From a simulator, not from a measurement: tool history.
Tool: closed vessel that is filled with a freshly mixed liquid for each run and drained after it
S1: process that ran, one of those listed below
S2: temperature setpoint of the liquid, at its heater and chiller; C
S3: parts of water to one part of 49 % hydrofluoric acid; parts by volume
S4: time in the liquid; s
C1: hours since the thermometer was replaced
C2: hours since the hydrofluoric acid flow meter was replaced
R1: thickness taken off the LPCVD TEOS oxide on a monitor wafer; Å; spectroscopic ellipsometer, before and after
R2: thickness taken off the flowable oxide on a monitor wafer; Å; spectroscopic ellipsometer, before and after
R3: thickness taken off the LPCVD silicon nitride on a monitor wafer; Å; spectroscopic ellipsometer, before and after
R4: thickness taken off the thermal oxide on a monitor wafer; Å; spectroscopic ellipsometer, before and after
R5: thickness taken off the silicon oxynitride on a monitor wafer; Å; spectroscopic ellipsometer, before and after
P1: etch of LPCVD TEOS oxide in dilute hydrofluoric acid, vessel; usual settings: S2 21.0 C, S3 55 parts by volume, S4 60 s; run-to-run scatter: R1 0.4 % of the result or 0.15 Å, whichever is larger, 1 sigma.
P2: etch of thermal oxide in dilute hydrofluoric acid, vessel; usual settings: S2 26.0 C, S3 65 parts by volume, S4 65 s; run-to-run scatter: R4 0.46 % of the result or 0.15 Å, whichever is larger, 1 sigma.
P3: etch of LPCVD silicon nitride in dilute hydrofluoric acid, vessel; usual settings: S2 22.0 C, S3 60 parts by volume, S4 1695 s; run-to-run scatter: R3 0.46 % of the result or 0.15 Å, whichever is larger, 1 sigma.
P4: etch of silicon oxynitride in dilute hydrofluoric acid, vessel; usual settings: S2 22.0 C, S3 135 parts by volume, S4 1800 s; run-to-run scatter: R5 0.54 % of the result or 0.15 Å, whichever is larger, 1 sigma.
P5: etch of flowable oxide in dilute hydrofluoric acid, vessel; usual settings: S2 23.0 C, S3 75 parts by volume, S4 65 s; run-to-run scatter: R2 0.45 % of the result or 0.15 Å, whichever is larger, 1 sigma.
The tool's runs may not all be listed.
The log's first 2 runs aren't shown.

run 3 hour=29.0 | S1=P5 S2=23.0 S3=75 S4=65 | C1=1688.2 C2=928.3 | R2=318.88
run 4 hour=37.7 | S1=P3 S2=22.0 S3=60 S4=1695 | C1=1696.9 C2=937.0 | R3=125.86
run 5 hour=45.7 | S1=P1 S2=27.0 S3=55 S4=95 | C1=1704.9 C2=945.0 | R1=422.330
run 6 hour=54.7 | S1=P1 S2=21.0 S3=55 S4=60 | C1=1713.9 C2=954.0 | R1=211.140
run 7 hour=65.9 | S1=P1 S2=21.0 S3=55 S4=60 | C1=1725.1 C2=965.2 | R1=211.030
-- hour=68.8 thermometer replaced
run 8 hour=72.6 | S1=P3 S2=22.0 S3=25 S4=1695 | C1=3.9 C2=971.9 | R3=297.22
run 9 hour=78.4 | S1=P2 S2=21.5 S3=65 S4=65 | C1=9.7 C2=977.7 | R4=44.792
run 10 hour=87.2 | S1=P4 S2=22.0 S3=135 S4=995 | C1=18.5 C2=986.5 | R5=140.23
run 11 hour=94.0 | S1=P5 S2=23.0 S3=75 S4=65 | C1=25.3 C2=993.3 | R2=319.66
run 12 hour=104.1 | S1=P1 S2=21.0 S3=20 S4=60 | C1=35.4 C2=1003.4 | R1=601.860
run 13 hour=116.5 | S1=P4 S2=17.0 S3=135 S4=1800 | C1=47.8 C2=1015.8 | R5=195.88
run 14 hour=128.2 | S1=P1 S2=21.0 S3=85 S4=60 | C1=59.5 C2=1027.5 | R1=131.530
run 15 hour=138.0 | S1=P4 S2=22.0 S3=135 S4=1800 | C1=69.3 C2=1037.3 | R5=252.73
run 16 hour=143.8 | S1=P1 S2=21.0 S3=55 S4=60 | C1=75.1 C2=1043.1 | R1=211.570
run 17 hour=153.0 | S1=P3 S2=22.0 S3=60 S4=1695 | C1=84.3 C2=1052.3 | R3=126.66
run 18 hour=160.0 | S1=P5 S2=18.5 S3=75 S4=65 | C1=91.3 C2=1059.3 | R2=263.47
run 19 hour=168.3 | S1=P1 S2=21.0 S3=55 S4=90 | C1=99.6 C2=1067.6 | R1=317.890
run 20 hour=177.0 | S1=P5 S2=23.0 S3=75 S4=110 | C1=108.3 C2=1076.3 | R2=540.15
run 21 hour=183.8 | S1=P1 S2=17.0 S3=55 S4=60 | C1=115.1 C2=1083.1 | R1=177.030
run 22 hour=193.4 | S1=P2 S2=26.0 S3=25 S4=65 | C1=124.7 C2=1092.7 | R4=145.220
run 23 hour=199.4 | S1=P1 S2=21.0 S3=100 S4=30 | C1=130.7 C2=1098.7 | R1=54.896

Forecast run 24:
run 24 hour=208.6 | S1=P1 S2=21.0 S3=55 S4=60 | C1=139.9 C2=1107.9 | R1=?

{"run 24": {"R1": 209.84}}
